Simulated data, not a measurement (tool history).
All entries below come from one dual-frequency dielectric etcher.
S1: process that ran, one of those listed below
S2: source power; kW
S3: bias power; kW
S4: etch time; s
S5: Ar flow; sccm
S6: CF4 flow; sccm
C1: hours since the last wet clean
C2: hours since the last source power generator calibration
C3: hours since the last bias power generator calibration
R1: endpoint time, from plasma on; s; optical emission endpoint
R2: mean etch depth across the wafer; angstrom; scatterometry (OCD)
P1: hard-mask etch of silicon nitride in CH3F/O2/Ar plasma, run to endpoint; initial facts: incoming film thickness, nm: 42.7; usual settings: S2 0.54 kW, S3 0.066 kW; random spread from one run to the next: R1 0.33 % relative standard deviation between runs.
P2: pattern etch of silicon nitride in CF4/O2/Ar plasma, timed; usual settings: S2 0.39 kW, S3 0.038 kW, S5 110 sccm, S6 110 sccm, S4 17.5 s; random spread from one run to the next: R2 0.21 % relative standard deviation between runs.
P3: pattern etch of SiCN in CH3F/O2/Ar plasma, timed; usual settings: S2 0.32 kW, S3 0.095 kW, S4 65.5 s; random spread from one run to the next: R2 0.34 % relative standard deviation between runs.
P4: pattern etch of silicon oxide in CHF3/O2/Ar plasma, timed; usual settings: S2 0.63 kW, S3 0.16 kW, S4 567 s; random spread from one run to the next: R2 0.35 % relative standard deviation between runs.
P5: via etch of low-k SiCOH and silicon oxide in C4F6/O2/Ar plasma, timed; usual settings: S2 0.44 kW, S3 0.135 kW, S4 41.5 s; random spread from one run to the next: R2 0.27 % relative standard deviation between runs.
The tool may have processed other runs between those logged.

Run 1, hour 4.2: S1 P1, S2 0.54 kW, S3 0.066 kW; C1 468.8; C2 793.5; C3 2456.1. Result: R1 55.747 s.
Run 2, hour 8.7: S1 P4, S2 0.87 kW, S3 0.16 kW, S4 567 s; C1 473.3; C2 798; C3 2460.6. Result: R2 12870 angstrom.
Run 3, hour 12.5: S1 P5, S2 0.44 kW, S3 0.135 kW, S4 59 s; C1 477.1; C2 801.8; C3 2464.4. Result: R2 1469.8 angstrom.
Run 4, hour 16.8: S1 P4, S2 0.63 kW, S3 0.16 kW, S4 567 s; C1 481.4; C2 806.1; C3 2468.7. Result: R2 11434 angstrom.
Run 5, hour 22.2: S1 P4, S2 0.63 kW, S3 0.16 kW, S4 567 s; C1 486.8; C2 811.5; C3 2474.1. Result: R2 11458 angstrom.
Run 6, hour 27.4: S1 P3, S2 0.32 kW, S3 0.095 kW, S4 40.5 s; C1 492; C2 816.7; C3 2479.3. Result: R2 152.34 angstrom.
Run 7, hour 34.1: S1 P2, S2 0.39 kW, S3 0.038 kW, S4 17.5 s, S5 110 sccm, S6 110 sccm; C1 498.7; C2 823.4; C3 2486. Result: R2 239.64 angstrom.
Run 8, hour 41.7: S1 P3, S2 0.32 kW, S3 0.095 kW, S4 65.5 s; C1 506.3; C2 831; C3 2493.6. Result: R2 247.08 angstrom.
Run 9, hour 49.3: S1 P3, S2 0.32 kW, S3 0.095 kW, S4 65.5 s; C1 513.9; C2 838.6; C3 2501.2. Result: R2 245.32 angstrom.
Run 10, hour 53.1: S1 P5, S2 0.44 kW, S3 0.178 kW, S4 41.5 s; C1 517.7; C2 842.4; C3 2505. Result: R2 1129.3 angstrom.
Run 11, hour 58.7: S1 P1, S2 0.54 kW, S3 0.052 kW; C1 523.3; C2 848; C3 2510.6. Result: R1 60.077 s.
Run 12, hour 63.6: S1 P1, S2 0.54 kW, S3 0.066 kW; C1 528.2; C2 852.9; C3 2515.5. Result: R1 55.504 s.
Run 13, hour 67.6: S1 P1, S2 0.54 kW, S3 0.066 kW; C1 532.2; C2 856.9; C3 2519.5. Result: R1 55.427 s.
Run 14, hour 73.6: S1 P2, S2 0.39 kW, S3 0.022 kW, S4 17.5 s, S5 110 sccm, S6 110 sccm; C1 538.2; C2 862.9; C3 2525.5. Result: R2 199.52 angstrom.
Run 15, hour 79: S1 P3, S2 0.21 kW, S3 0.095 kW, S4 65.5 s; C1 543.6; C2 868.3; C3 2530.9. Result: R2 210.9 angstrom.
Run 16, hour 85.1: S1 P2, S2 0.39 kW, S3 0.038 kW, S4 21.5 s, S5 110 sccm, S6 110 sccm; C1 549.7; C2 874.4; C3 2537. Result: R2 294.37 angstrom.
Run 17, hour 91.6: S1 P2, S2 0.49 kW, S3 0.038 kW, S4 17.5 s, S5 110 sccm, S6 110 sccm; C1 556.2; C2 880.9; C3 2543.5. Result: R2 293.26 angstrom.
Run 18, hour 95.3: S1 P3, S2 0.32 kW, S3 0.128 kW, S4 65.5 s; C1 559.9; C2 884.6; C3 2547.2. Result: R2 277.28 angstrom.
Run 19, hour 99: S1 P1, S2 0.54 kW, S3 0.066 kW; C1 563.6; C2 888.3; C3 2550.9. Result: R1 55.598 s.
Run 20, hour 106.1: S1 P2, S2 0.39 kW, S3 0.038 kW, S4 17.5 s, S5 110 sccm, S6 141 sccm; C1 570.7; C2 895.4; C3 2558. Result: R2 247.63 angstrom.
Run 21, hour 109.5: S1 P5, S2 0.44 kW, S3 0.135 kW, S4 41.5 s; C1 574.1; C2 898.8; C3 2561.4. Result: R2 1034.7 angstrom.
Run 22, hour 114: S1 P4, S2 0.63 kW, S3 0.129 kW, S4 567 s; C1 578.6; C2 903.3; C3 2565.9. Result: R2 10714 angstrom.
Run 23, hour 118: S1 P5, S2 0.44 kW, S3 0.135 kW, S4 41.5 s; C1 582.6; C2 907.3; C3 2569.9. Result: R2 1041.9 angstrom.
Run 24, hour 125.3: S1 P4, S2 0.63 kW, S3 0.16 kW, S4 312 s; C1 589.9; C2 914.6; C3 2577.2. Result: R2 6271.5 angstrom.
Run 25, hour 129.5: S1 P2, S2 0.39 kW, S3 0.038 kW, S4 17.5 s, S5 150 sccm, S6 110 sccm; C1 594.1; C2 918.8; C3 2581.4. Result: R2 230.05 angstrom.
Run 26, hour 136.2: S1 P5, S2 0.35 kW, S3 0.135 kW, S4 41.5 s; C1 600.8; C2 925.5; C3 2588.1. Result: R2 946.63 angstrom.
Run 27, hour 142.7: S1 P1, S2 0.64 kW, S3 0.066 kW; C1 607.3; C2 932; C3 2594.6. Result: R1 51.996 s.
Run 28, hour 147: S1 P1, S2 0.38 kW, S3 0.046 kW; C1 611.6; C2 936.3; C3 2598.9. Result: R1 71.281 s.
Run 29, hour 153.9: S1 P1, S2 0.44 kW, S3 0.046 kW; C1 618.5; C2 943.2; C3 2605.8. Result: R1 67.819 s.
Run 30, hour 158.2: S1 P1, S2 0.41 kW, S3 0.066 kW; C1 622.8; C2 947.5; C3 2610.1. Result: R1 61.901 s.
Run 31, hour 164.6: S1 P1, S2 0.54 kW, S3 0.085 kW; C1 629.2; C2 953.9; C3 2616.5. Result: R1 51.243 s.
Run 32, hour 171.6: S1 P1, S2 0.54 kW, S3 0.066 kW; C1 636.2; C2 960.9; C3 2623.5. Result: R1 55.492 s.
Run 33, hour 178.4: S1 P1, S2 0.54 kW, S3 0.066 kW; C1 643; C2 967.7; C3 2630.3. Result: R1 55.652 s.
Run 34, hour 183.8: S1 P1, S2 0.54 kW, S3 0.066 kW; C1 648.4; C2 973.1; C3 2635.7. Result: R1 55.742 s.
Run 35, hour 188.8: S1 P1, S2 0.54 kW, S3 0.066 kW; C1 653.4; C2 978.1; C3 2640.7. Result: R1 55.969 s.
Run 36, hour 195.8: S1 P1, S2 0.54 kW, S3 0.066 kW; C1 660.4; C2 985.1; C3 2647.7. Result: R1 56.101 s.

Run 37 comes next. What will it give?
Run 37, hour 200: S1 P1, S2 0.54 kW, S3 0.066 kW; C1 664.6; C2 989.3; C3 2651.9. Result: R1 ?.

Run 37 yielded R1 56.364 s.
